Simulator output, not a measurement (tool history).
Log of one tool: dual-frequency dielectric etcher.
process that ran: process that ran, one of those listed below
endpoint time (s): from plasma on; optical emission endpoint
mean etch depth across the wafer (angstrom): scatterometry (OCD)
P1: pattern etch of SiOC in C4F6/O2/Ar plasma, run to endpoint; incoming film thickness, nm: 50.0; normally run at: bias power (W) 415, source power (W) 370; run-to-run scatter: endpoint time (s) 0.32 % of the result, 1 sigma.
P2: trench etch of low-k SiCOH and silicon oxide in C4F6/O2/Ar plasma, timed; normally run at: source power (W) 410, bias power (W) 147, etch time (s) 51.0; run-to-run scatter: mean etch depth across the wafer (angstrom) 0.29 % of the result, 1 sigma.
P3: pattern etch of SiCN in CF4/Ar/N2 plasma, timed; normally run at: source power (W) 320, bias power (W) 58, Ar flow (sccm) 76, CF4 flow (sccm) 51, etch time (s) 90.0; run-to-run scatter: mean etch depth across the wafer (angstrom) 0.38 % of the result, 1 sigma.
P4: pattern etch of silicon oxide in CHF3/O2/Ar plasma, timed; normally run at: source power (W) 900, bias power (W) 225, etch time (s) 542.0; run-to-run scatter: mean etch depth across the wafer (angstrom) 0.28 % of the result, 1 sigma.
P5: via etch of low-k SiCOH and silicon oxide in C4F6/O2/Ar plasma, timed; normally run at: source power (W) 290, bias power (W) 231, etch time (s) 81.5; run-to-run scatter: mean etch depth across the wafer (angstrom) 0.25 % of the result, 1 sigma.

run,hour,process that ran,bias power (W),source power (W),Ar flow (sccm),CF4 flow (sccm),etch time (s),hours since the last wet clean,hours since the last bias power generator calibration,hours since the last source power generator calibration,endpoint time (s),mean etch depth across the wafer (angstrom)
1,5.0,P1,415,370,,,,270.4,783.2,1370.8,18.898,
2,8.1,P1,415,250,,,,273.5,786.3,1373.9,21.785,
3,13.7,P3,74,320,76,51,90.0,279.1,791.9,1379.5,,592.68
4,17.5,P5,231,180,,,81.5,282.9,795.7,1383.3,,1795.90
5,21.9,P1,498,370,,,,287.3,800.1,1387.7,17.665,
6,25.0,P4,181,900,,,542.0,290.4,803.2,1390.8,,12708.00
7,29.1,P1,415,370,,,,294.5,807.3,1394.9,18.847,
8,33.3,P4,225,620,,,542.0,298.7,811.5,1399.1,,11826.00
9,37.5,P3,58,320,76,51,90.0,302.9,815.7,1403.3,,543.64
10,42.1,P1,415,370,,,,307.5,820.3,1407.9,19.044,
11,47.5,P1,415,450,,,,312.9,825.7,1413.3,17.557,
12,50.0,P3,58,220,76,51,90.0,315.4,828.2,1415.8,,388.82
13,55.4,P5,231,290,,,81.5,320.8,833.6,1421.2,,2154.00
14,58.6,P2,147,280,,,51.0,324.0,836.8,1424.4,,1363.50
15,63.5,P1,278,290,,,,328.9,841.7,1429.3,23.871,
16,68.6,P3,58,320,58,51,90.0,334.0,846.8,1434.4,,563.24
17,72.8,P4,225,900,,,356.5,338.2,851.0,1438.6,,8996.90
18,75.7,P3,58,320,76,66,90.0,341.1,853.9,1441.5,,563.82
19,81.4,P5,231,290,,,122.0,346.8,859.6,1447.2,,3242.00
20,85.1,P5,328,290,,,81.5,350.5,863.3,1450.9,,2432.70
21,89.1,P2,147,410,,,51.0,354.5,867.3,1454.9,,1576.40
22,92.8,P2,147,410,,,69.5,358.2,871.0,1458.6,,2148.90
23,97.7,P1,320,370,,,,363.1,875.9,1463.5,20.575,
24,102.2,P1,415,370,,,,367.6,880.4,1468.0,18.803,
25,105.8,P4,225,900,,,542.0,371.2,884.0,1471.6,,13614.00
26,108.5,P1,415,370,,,,373.9,886.7,1474.3,18.843,
27,112.3,P1,415,370,,,,377.7,890.5,1478.1,18.900,
28,116.9,P2,147,410,,,51.0,382.3,895.1,1482.7,,1579.30
29,121.1,P2,118,410,,,51.0,386.5,899.3,1486.9,,1473.60
30,125.0,P3,58,320,76,51,116.5,390.4,903.2,1490.8,,698.90
31,130.6,P1,415,370,,,,396.0,908.8,1496.4,18.952,
32,133.7,P1,415,370,,,,399.1,911.9,1499.5,19.005,
33,139.4,P1,415,370,,,,404.8,917.6,1505.2,19.114,
# hour 142.5: wet clean of the chamber
34,143.3,P1,415,370,,,,0.9,921.5,1509.1,19.196,
35,146.3,P1,415,370,,,,3.9,924.5,1512.1,19.102,
36,151.1,P1,415,370,,,,8.7,929.3,1516.9,19.086,
37,154.9,P1,415,370,,,,12.5,933.1,1520.7,19.312,

What P1 gives has crept away from where it was. These 2 causes fit the log equally well, each at the size given:
A: source power that arrives under what is set, % = 4.19
B: bias power that arrives under what is set, % = 4.28
The creep began at about hour 130.6.
Why every other cause is out:
chamber walls in a state that lowers the etch rate, %: serviced at hour 142.5, which brought nothing back

4 check runs are offered, each on 2 wafers whose results are averaged, their results left as question marks. Which one tells the causes apart?
check 1,158.7,P2,147,410,,,51.0,,,,,?
check 2,158.7,P5,231,290,,,81.5,,,,,?
check 3,158.7,P4,225,900,,,542.0,,,,,?
check 4,158.7,P3,58,320,76,51,90.0,,,,,?

What each check would give under each cause:
check,result,if A,if B
check 1,mean etch depth across the wafer (angstrom),1552.60,1558.50
check 2,mean etch depth across the wafer (angstrom),2119.20,2122.50
check 3,mean etch depth across the wafer (angstrom),13423.00,13442.00
check 4,mean etch depth across the wafer (angstrom),521.18,533.18
How far apart the two closest causes lie, in the result that separates them most: check 1 0.38 %; check 2 0.15 %; check 3 0.14 %; check 4 2.28 %
Check 4 tells the causes apart: in the others they would give nearly the same result.

Check 4 was then run and gave: mean etch depth across the wafer (angstrom) 534.66. Which cause is it?

It is B: bias power that arrives under what is set, %.
